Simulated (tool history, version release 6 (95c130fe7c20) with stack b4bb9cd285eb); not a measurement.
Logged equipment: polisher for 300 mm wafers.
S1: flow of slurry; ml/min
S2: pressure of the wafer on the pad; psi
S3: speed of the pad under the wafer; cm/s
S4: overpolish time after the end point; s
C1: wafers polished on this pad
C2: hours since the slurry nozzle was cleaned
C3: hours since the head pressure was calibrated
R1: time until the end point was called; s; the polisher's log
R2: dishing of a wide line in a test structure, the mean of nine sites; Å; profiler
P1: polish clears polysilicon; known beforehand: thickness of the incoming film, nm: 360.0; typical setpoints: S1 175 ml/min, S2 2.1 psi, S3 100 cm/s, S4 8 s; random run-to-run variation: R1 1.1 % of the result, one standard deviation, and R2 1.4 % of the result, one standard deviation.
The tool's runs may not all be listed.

run	hour	S1	S2	S3	S4	C1	C2	C3	R1	R2
1	8.6	175	2.1	100	8	444	148.9	453.7	38.575	408.39
2	25.2	175	2.1	50	8	635	165.5	470.3	78.201	264.35
3	39.7	175	2.1	150	8	802	180	484.8	25.848	485.16
4	53.2	175	2.1	100	8	957	193.5	498.3	38.866	411.72
5	63.9	175	2.1	100	8	1081	204.2	509	39.115	422.41
6	74	270	2.1	100	8	1197	214.3	519.1	36.882	420.28
7	92.1	175	2.1	100	8	1405	232.4	537.2	39.174	405.3
8	100.1	175	1.2	100	8	1497	240.4	545.2	67.712	298.19
9	114.8	175	2.1	100	16	1666	255.1	559.9	39.439	543.41
10	127.8	175	2.1	100	8	1816	268.1	572.9	39.219	411.92
11	140.1	105	2.1	100	8	1957	280.4	585.2	43.127	387.62
12	157.1	175	2.1	100	8	2153	297.4	602.2	38.901	403.85
13	174.4	175	2.1	100	8	2352	314.7	619.5	38.91	404.86

Run 14 is up next; what results do you expect?
# hour 188.6: slurry nozzle cleaned
14	190.1	175	2.1	100	4	2532	1.6	635.2	?	?

{"run 14": {"R1": 39.531, "R2": 260.21}}
